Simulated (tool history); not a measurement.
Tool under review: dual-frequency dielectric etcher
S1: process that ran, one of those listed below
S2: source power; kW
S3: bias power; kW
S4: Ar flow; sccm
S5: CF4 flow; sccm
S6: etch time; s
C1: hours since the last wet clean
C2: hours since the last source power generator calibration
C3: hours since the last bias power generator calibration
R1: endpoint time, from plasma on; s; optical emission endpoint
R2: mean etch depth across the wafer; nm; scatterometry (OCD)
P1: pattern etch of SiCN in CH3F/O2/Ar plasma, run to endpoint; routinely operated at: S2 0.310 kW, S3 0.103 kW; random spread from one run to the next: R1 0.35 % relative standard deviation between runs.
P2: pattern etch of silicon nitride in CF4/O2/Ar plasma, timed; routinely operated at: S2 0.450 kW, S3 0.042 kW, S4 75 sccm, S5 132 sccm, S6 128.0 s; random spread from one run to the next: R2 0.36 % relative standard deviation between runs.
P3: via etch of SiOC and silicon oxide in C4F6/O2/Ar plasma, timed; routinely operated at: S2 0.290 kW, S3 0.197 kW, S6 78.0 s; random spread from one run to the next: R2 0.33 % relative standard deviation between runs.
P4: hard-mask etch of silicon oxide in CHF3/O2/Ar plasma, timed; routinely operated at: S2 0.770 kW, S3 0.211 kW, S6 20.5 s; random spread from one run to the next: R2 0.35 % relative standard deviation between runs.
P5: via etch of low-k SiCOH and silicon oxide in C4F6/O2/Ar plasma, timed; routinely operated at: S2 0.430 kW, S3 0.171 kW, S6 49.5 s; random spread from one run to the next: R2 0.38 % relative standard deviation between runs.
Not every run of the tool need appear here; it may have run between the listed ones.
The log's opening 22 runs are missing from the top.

run	hour	S1	S2	S3	S4	S5	S6	C1	C2	C3	R1	R2
23	75.8	P1	0.310	0.103				389.8	1492.5	2067.5	22.495	
24	78.9	P4	0.770	0.211			20.5	392.9	1495.6	2070.6		47.863
25	82.6	P3	0.290	0.197			78.0	396.6	1499.3	2074.3		76.822
26	86.0	P2	0.450	0.042	75	132	169.0	400.0	1502.7	2077.7		299.170
27	88.3	P5	0.550	0.171			49.5	402.3	1505.0	2080.0		130.290
28	91.9	P1	0.310	0.072				405.9	1508.6	2083.6	25.737	
29	95.4	P1	0.400	0.085				409.4	1512.1	2087.1	21.877	
30	97.8	P4	0.600	0.211			20.5	411.8	1514.5	2089.5		43.897

The next listed run, before its measurement:
31	100.8	P2	0.450	0.042	75	132	128.0	414.8	1517.5	2092.5		?

R2: 226.800 nm
